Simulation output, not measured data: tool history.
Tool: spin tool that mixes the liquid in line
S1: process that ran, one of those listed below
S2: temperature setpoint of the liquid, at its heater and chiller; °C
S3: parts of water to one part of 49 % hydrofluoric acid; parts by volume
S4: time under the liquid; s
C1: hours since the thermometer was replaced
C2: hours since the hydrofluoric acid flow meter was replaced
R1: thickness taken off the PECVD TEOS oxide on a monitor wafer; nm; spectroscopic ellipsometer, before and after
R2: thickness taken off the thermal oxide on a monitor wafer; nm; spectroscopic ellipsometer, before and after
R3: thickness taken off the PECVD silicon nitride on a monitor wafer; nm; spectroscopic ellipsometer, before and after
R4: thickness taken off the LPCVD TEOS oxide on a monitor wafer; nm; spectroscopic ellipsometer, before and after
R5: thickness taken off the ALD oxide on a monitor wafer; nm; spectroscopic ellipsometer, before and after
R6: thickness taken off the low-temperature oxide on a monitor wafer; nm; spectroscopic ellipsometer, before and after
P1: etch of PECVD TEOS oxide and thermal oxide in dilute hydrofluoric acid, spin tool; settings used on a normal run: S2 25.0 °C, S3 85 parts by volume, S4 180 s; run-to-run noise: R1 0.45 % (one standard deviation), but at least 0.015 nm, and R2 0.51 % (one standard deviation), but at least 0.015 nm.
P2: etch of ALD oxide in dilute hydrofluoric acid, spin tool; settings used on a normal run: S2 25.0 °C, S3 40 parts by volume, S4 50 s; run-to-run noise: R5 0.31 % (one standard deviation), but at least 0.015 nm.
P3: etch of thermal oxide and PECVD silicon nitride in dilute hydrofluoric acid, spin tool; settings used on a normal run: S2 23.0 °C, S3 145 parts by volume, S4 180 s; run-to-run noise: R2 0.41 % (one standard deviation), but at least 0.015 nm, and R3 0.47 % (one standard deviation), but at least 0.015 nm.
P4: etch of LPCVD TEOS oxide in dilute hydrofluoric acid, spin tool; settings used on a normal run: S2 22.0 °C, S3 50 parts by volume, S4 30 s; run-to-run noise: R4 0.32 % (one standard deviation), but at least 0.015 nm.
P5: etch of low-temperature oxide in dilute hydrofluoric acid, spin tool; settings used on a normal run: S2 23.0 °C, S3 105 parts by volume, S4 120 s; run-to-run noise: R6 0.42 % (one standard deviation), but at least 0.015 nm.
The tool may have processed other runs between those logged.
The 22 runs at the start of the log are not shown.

Run 23, day 8.875: S1 P1, S2 20.0 °C, S3 85 parts by volume, S4 180 s; C1 47.4; C2 1285.0. Result: R1 15.6680 nm, R2 8.5699 nm.
Run 24, day 9.125: S1 P4, S2 22.0 °C, S3 50 parts by volume, S4 50 s; C1 53.4; C2 1291.0. Result: R4 46.813 nm.
Run 25, day 9.404: S1 P2, S2 25.0 °C, S3 20 parts by volume, S4 50 s; C1 60.1; C2 1297.7. Result: R5 69.626 nm.
Run 26, day 9.788: S1 P5, S2 23.0 °C, S3 105 parts by volume, S4 120 s; C1 69.3; C2 1306.9. Result: R6 18.2490 nm.
Run 27, day 10.075: S1 P1, S2 25.0 °C, S3 85 parts by volume, S4 180 s; C1 76.2; C2 1313.8. Result: R1 19.1260 nm, R2 10.4480 nm.
Run 28, day 10.438: S1 P3, S2 23.0 °C, S3 255 parts by volume, S4 180 s; C1 84.9; C2 1322.5. Result: R2 2.6436 nm, R3 3.5336 nm.
Run 29, day 10.679: S1 P5, S2 23.0 °C, S3 105 parts by volume, S4 120 s; C1 90.7; C2 1328.3. Result: R6 18.2960 nm.
Run 30, day 11.058: S1 P4, S2 22.0 °C, S3 20 parts by volume, S4 30 s; C1 99.8; C2 1337.4. Result: R4 72.939 nm.
Run 31, day 11.321: S1 P1, S2 20.0 °C, S3 130 parts by volume, S4 180 s; C1 106.1; C2 1343.7. Result: R1 9.6105 nm, R2 5.2980 nm.
Run 32, day 11.683: S1 P1, S2 25.0 °C, S3 140 parts by volume, S4 180 s; C1 114.8; C2 1352.4. Result: R1 10.7820 nm, R2 5.9724 nm.
Run 33, day 12.100: S1 P1, S2 25.0 °C, S3 85 parts by volume, S4 180 s; C1 124.8; C2 1362.4. Result: R1 19.0780 nm, R2 10.5020 nm.
Run 34, day 12.400: S1 P1, S2 25.0 °C, S3 85 parts by volume, S4 180 s; C1 132.0; C2 1369.6. Result: R1 19.3580 nm, R2 10.6820 nm.

Run 35 comes next. What will it give?
Run 35, day 12.683: S1 P1, S2 25.0 °C, S3 85 parts by volume, S4 180 s; C1 138.8; C2 1376.4. Result: R1 ?, R2 ?.

R1: 19.6920 nm
R2: 10.7370 nm
